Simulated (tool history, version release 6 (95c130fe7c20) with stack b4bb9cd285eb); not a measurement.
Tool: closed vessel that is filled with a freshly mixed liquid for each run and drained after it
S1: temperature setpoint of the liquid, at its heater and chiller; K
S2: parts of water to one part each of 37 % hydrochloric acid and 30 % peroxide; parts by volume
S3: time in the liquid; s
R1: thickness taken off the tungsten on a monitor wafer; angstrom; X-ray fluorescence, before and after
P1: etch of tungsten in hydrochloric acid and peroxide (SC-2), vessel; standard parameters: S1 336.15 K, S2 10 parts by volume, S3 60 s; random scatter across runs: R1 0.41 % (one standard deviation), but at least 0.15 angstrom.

| run | day | S1 | S2 | S3 | R1 |
|---|---|---|---|---|---|
| 1 | 0.467 | 336.15 | 10 | 60 | 362.47 |
| 2 | 1.121 | 319.65 | 10 | 60 | 124.5 |
| 3 | 1.754 | 344.15 | 10 | 30 | 290.6 |
| 4 | 2.1 | 336.15 | 10 | 60 | 362.11 |
| 5 | 2.608 | 345.15 | 10 | 30 | 309.72 |
| 6 | 3.35 | 336.15 | 4 | 60 | 723.73 |
| 7 | 3.821 | 336.15 | 10 | 60 | 361.57 |
| 8 | 4.225 | 336.15 | 10 | 115 | 690.92 |
| 9 | 4.612 | 336.15 | 10 | 60 | 359.94 |
| 10 | 5.288 | 345.15 | 10 | 60 | 621.28 |
| 11 | 5.775 | 336.15 | 10 | 60 | 359.95 |

Run 12 has not been measured yet. What should we expect?
| 12 | 6.421 | 336.15 | 15.5 | 60 | ? |

{"run 12": {"R1": 248.05}}

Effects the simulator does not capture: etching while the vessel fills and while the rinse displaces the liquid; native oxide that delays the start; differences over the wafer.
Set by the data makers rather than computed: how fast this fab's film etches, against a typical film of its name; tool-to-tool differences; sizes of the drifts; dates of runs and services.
